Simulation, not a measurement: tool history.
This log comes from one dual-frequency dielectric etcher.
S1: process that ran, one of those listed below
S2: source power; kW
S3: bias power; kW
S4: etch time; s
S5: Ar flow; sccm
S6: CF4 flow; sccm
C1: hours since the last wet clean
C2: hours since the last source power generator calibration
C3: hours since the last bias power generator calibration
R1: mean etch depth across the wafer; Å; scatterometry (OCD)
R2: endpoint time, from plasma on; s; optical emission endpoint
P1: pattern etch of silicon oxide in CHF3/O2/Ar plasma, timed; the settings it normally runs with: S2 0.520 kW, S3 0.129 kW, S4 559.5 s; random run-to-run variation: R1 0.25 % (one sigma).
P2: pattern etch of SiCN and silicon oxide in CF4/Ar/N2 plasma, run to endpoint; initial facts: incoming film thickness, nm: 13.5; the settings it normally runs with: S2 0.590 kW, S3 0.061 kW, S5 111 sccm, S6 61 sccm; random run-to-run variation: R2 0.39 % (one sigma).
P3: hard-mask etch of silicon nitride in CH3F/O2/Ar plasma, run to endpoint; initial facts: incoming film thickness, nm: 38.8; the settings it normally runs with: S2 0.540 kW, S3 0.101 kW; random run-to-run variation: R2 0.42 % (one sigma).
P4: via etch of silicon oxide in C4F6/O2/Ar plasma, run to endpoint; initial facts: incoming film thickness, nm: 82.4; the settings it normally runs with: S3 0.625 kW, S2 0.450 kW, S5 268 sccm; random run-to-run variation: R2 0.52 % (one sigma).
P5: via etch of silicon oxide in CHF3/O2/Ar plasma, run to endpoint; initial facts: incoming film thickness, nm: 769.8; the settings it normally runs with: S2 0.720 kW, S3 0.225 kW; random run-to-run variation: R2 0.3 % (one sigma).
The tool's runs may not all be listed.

run   hour  S1     S2     S3     S4   S5  S6     C1      C2     C3       R1       R2
  1    3.8  P1  0.520  0.129  559.5           203.2  2131.7  239.2   9260.4
  2   10.2  P5  0.720  0.225                  209.6  2138.1  245.6           329.870
  3   13.4  P4  0.450  0.625         159      212.8  2141.3  248.8            14.874
  4   20.3  P1  0.520  0.083  559.5           219.7  2148.2  255.7   8145.3
  5   24.8  P1  0.520  0.129  559.5           224.2  2152.7  260.2   9263.8
  6   31.7  P1  0.520  0.129  559.5           231.1  2159.6  267.1   9239.3
  7   38.3  P1  0.520  0.129  787.5           237.7  2166.2  273.7  13034.0
  8   44.0  P4  0.450  0.476         268      243.4  2171.9  279.4            17.302
  9   49.5  P1  0.520  0.129  559.5           248.9  2177.4  284.9   9286.5
 10   54.3  P2  0.590  0.061         136  61  253.7  2182.2  289.7            14.040
 11   59.2  P2  0.790  0.061         111  61  258.6  2187.1  294.6            10.363
 12   62.6  P1  0.410  0.129  559.5           262.0  2190.5  298.0   8445.2
 13   67.9  P2  0.590  0.061         111  61  267.3  2195.8  303.3            13.454
 14   71.8  P4  0.290  0.625         268      271.2  2199.7  307.2            18.424
 15   76.7  P4  0.450  0.625         268      276.1  2204.6  312.1            15.741
 16   82.8  P1  0.650  0.129  559.5           282.2  2210.7  318.2  10118.0
 17   90.1  P1  0.520  0.175  690.0           289.5  2218.0  325.5  12604.0
 18   95.6  P2  0.590  0.036         111  61  295.0  2223.5  331.0            15.957
 19  101.5  P5  0.980  0.225                  300.9  2229.4  336.9           293.440
 20  107.4  P1  0.520  0.168  559.5           306.8  2235.3  342.8  10066.0
 21  111.3  P1  0.330  0.129  307.5           310.7  2239.2  346.7   4280.3
 22  117.3  P3  0.540  0.101                  316.7  2245.2  352.7            43.440
 23  123.0  P1  0.520  0.129  559.5           322.4  2250.9  358.4   9297.0
     125.8  -- source power generator calibrated
 24  129.3  P1  0.520  0.081  709.0           328.7     3.5  364.7  10203.0
 25  133.2  P3  0.320  0.101                  332.6     7.4  368.6            53.031
 26  139.2  P1  0.520  0.129  559.5           338.6    13.4  374.6   9271.2
 27  145.4  P3  0.540  0.133                  344.8    19.6  380.8            39.435
 28  151.0  P1  0.520  0.129  430.5           350.4    25.2  386.4   7142.0
 29  158.0  P2  0.590  0.061         111  47  357.4    32.2  393.4            14.088
 30  164.9  P4  0.450  0.625         268      364.3    39.1  400.3            15.698
 31  170.5  P5  0.720  0.296                  369.9    44.7  405.9           300.480
 32  174.7  P1  0.520  0.129  559.5           374.1    48.9  410.1   9238.3
 33  178.1  P1  0.520  0.129  559.5           377.5    52.3  413.5   9205.0
 34  182.0  P1  0.520  0.129  559.5           381.4    56.2  417.4   9178.6
 35  189.0  P1  0.520  0.129  559.5           388.4    63.2  424.4   9185.3
 36  196.0  P1  0.520  0.129  559.5           395.4    70.2  431.4   9129.2
     198.3  -- wet clean of the chamber
 37  199.9  P1  0.520  0.129  559.5             1.6    74.1  435.3   9181.1
 38  207.2  P1  0.520  0.129  559.5             8.9    81.4  442.6   9181.9
 39  210.9  P1  0.520  0.129  559.5            12.6    85.1  446.3   9140.3
 40  217.0  P1  0.520  0.129  559.5            18.7    91.2  452.4   9161.6

Compared with where it was, what P1 gives has crept away. Each cause listed below fits the log as well as the rest, at the size given for it:
A: bias power that arrives under what is set, % = 4.66
B: source power that arrives under what is set, % = 3.78
Creep in the process output first set in at about hour 174.7.
Each remaining cause and why it is not a fit:
chamber walls in a state that lowers the etch rate, %: serviced at hour 198.3, after the change had begun; the process did not return to its earlier output

You are offered 4 check runs, listed below with question marks in place of their results; each one averages 2 wafers. Which run separates the listed causes by giving clearly different results for each?
check 1  223.1  P3  0.320  0.117                                ?
check 2  223.1  P2  0.590  0.038      111  61                   ?
check 3  223.1  P5  0.860  0.268                                ?
check 4  223.1  P4  0.300  0.625      165                       ?

Expected result of each check under each candidate cause:
  check  result     if A     if B
check 1      R2   51.208   51.003
check 2      R2   15.839   16.171
check 3      R2  295.260  294.580
check 4      R2   17.467   17.387
Per check, the gap between the least separated pair of causes, taken in the result that splits them most: check 1 0.4 %; check 2 2.08 %; check 3 0.23 %; check 4 0.46 %
The causes can be told apart only by check 2. The other checks would give nearly the same results under each of them.

Check 2 has now been run. It gave: R2 16.160 s. Which of the candidate causes is it?

Of the candidate causes, it is B: source power that arrives under what is set, %.
